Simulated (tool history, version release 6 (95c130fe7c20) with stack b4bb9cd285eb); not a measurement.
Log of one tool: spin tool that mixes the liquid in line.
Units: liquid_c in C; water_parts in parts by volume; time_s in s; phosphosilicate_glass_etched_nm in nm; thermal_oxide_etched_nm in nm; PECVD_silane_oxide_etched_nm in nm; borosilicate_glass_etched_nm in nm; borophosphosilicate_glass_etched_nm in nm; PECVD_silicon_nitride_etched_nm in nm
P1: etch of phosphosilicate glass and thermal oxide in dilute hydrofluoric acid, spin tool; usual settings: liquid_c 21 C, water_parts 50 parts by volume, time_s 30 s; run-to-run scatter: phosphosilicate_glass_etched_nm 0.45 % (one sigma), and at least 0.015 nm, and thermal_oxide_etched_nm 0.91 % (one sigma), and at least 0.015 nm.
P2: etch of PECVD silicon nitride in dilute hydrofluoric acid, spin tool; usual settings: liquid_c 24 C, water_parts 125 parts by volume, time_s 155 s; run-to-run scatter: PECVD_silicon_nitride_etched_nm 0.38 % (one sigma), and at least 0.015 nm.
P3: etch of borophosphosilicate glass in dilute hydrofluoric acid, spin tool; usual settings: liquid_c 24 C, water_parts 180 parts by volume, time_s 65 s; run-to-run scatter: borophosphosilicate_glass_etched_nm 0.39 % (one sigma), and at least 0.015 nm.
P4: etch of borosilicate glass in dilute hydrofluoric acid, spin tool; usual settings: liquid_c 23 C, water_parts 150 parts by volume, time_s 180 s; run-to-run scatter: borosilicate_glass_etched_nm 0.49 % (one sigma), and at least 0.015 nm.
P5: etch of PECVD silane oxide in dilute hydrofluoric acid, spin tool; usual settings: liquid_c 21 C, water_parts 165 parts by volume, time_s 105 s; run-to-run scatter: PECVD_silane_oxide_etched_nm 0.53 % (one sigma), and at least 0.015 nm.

run,hour,process,liquid_c,water_parts,time_s,hours since the thermometer was replaced,hours since the hydrofluoric acid flow meter was replaced,phosphosilicate_glass_etched_nm,thermal_oxide_etched_nm,PECVD_silane_oxide_etched_nm,borosilicate_glass_etched_nm,borophosphosilicate_glass_etched_nm,PECVD_silicon_nitride_etched_nm
1,13.3,P1,21,50,30,1565.6,96.8,37.428,2.6594,,,,
2,25.2,P1,21,85,60,1577.5,108.7,42.109,3.0634,,,,
3,37.6,P1,17,50,55,1589.9,121.1,57.79,4.2216,,,,
4,53.9,P5,17,165,105,1606.2,137.4,,,12.307,,,
5,68,P4,23,210,180,1620.3,151.5,,,,14.835,,
6,78.4,P4,17,150,180,1630.7,161.9,,,,17.547,,
7,95,P1,17.5,50,15,1647.3,178.5,15.991,1.162,,,,
8,105.9,P1,17,50,30,1658.2,189.4,31.643,2.3068,,,,
9,115.5,P1,21,50,30,1667.8,199,37.195,2.6891,,,,
10,130.5,P1,21,50,60,1682.8,214,74.972,5.4785,,,,
11,146.6,P4,23,150,180,1698.9,230.1,,,,22.323,,
# hour 152.9: thermometer replaced
12,160.2,P5,21,165,105,7.3,243.7,,,14.442,,,
13,177.2,P5,21,225,105,24.3,260.7,,,9.9498,,,
14,192.4,P5,21,165,200,39.5,275.9,,,27.642,,,
15,204.7,P1,26,50,30,51.8,288.2,45.738,3.3134,,,,
16,214.8,P1,21,50,30,61.9,298.3,37.239,2.7214,,,,
17,230.4,P1,21,50,30,77.5,313.9,37.343,2.7341,,,,
18,244.2,P3,29,180,65,91.3,327.7,,,,,21.317,
19,255.8,P2,24,125,55,102.9,339.3,,,,,,2.3204
20,270.3,P2,24,125,155,117.4,353.8,,,,,,6.5067
21,278.4,P2,17.5,125,155,125.5,361.9,,,,,,4.2486
22,291.7,P2,24,125,155,138.8,375.2,,,,,,6.5515
23,304,P1,21,90,30,151.1,387.5,19.831,1.4207,,,,
24,314.7,P4,23,150,310,161.8,398.2,,,,37.98,,
25,332.3,P3,24,180,65,179.4,415.8,,,,,17.765,
26,349,P3,24,180,65,196.1,432.5,,,,,17.699,
27,364,P1,21,50,15,211.1,447.5,18.69,1.3561,,,,
28,375.8,P1,21,50,30,222.9,459.3,37.472,2.711,,,,
29,385.9,P3,24,180,115,233,469.4,,,,,31.018,
30,394.1,P3,24,75,65,241.2,477.6,,,,,48.235,
31,403.2,P2,24,65,155,250.3,486.7,,,,,,12.508
32,416.9,P1,21,20,30,264,500.4,97.687,7.0523,,,,
33,427.2,P1,21,50,30,274.3,510.7,37.464,2.748,,,,
34,441.5,P1,21,50,30,288.6,525,36.11,2.6295,,,,
35,454.4,P1,21,50,30,301.5,537.9,35.522,2.5949,,,,
36,472.1,P1,21,50,30,319.2,555.6,35.228,2.5895,,,,
37,483.2,P1,21,50,30,330.3,566.7,34.843,2.594,,,,
38,500.1,P1,21,50,30,347.2,583.6,34.925,2.566,,,,
39,513.6,P1,21,50,30,360.7,597.1,34.597,2.5101,,,,
40,529.3,P1,21,50,30,376.4,612.8,34.821,2.5465,,,,
41,538.1,P1,21,50,30,385.2,621.6,34.926,2.5594,,,,
42,553.1,P1,21,50,30,400.2,636.6,34.647,2.4957,,,,
43,570.3,P1,21,50,30,417.4,653.8,34.618,2.5583,,,,

What P1 gives has crept away from where it was. These 2 causes fit the log equally well, each at the size given:
A: hydrofluoric acid flow below the setpoint (%) = 7.07
B: liquid colder than its thermometer reads (K) = 1.84
The creep began at about hour 427.2.

4 check runs are offered, one wafer each, their results left as question marks. Which one tells the causes apart?
check 1,587.5,P5,17,165,150,,,,,?,,,
check 2,587.5,P3,24,75,90,,,,,,,?,
check 3,587.5,P4,18.5,150,180,,,,,,?,,
check 4,587.5,P2,20,125,155,,,,,,,,?

What each check would give under each cause:
check,result,if A,if B
check 1,PECVD_silane_oxide_etched_nm,16.238,16.396
check 2,borophosphosilicate_glass_etched_nm,61.543,61.9
check 3,borosilicate_glass_etched_nm,17.046,17.212
check 4,PECVD_silicon_nitride_etched_nm,4.6804,4.4364
How far apart the two closest causes lie, in the result that separates them most: check 1 0.97 %; check 2 0.58 %; check 3 0.97 %; check 4 5.35 %
Only check 4 tells the causes apart: in the others they would give nearly the same result.

Check 4 was then run and gave: PECVD_silicon_nitride_etched_nm 4.663 nm. Which cause is it?

It is A: hydrofluoric acid flow below the setpoint (%).

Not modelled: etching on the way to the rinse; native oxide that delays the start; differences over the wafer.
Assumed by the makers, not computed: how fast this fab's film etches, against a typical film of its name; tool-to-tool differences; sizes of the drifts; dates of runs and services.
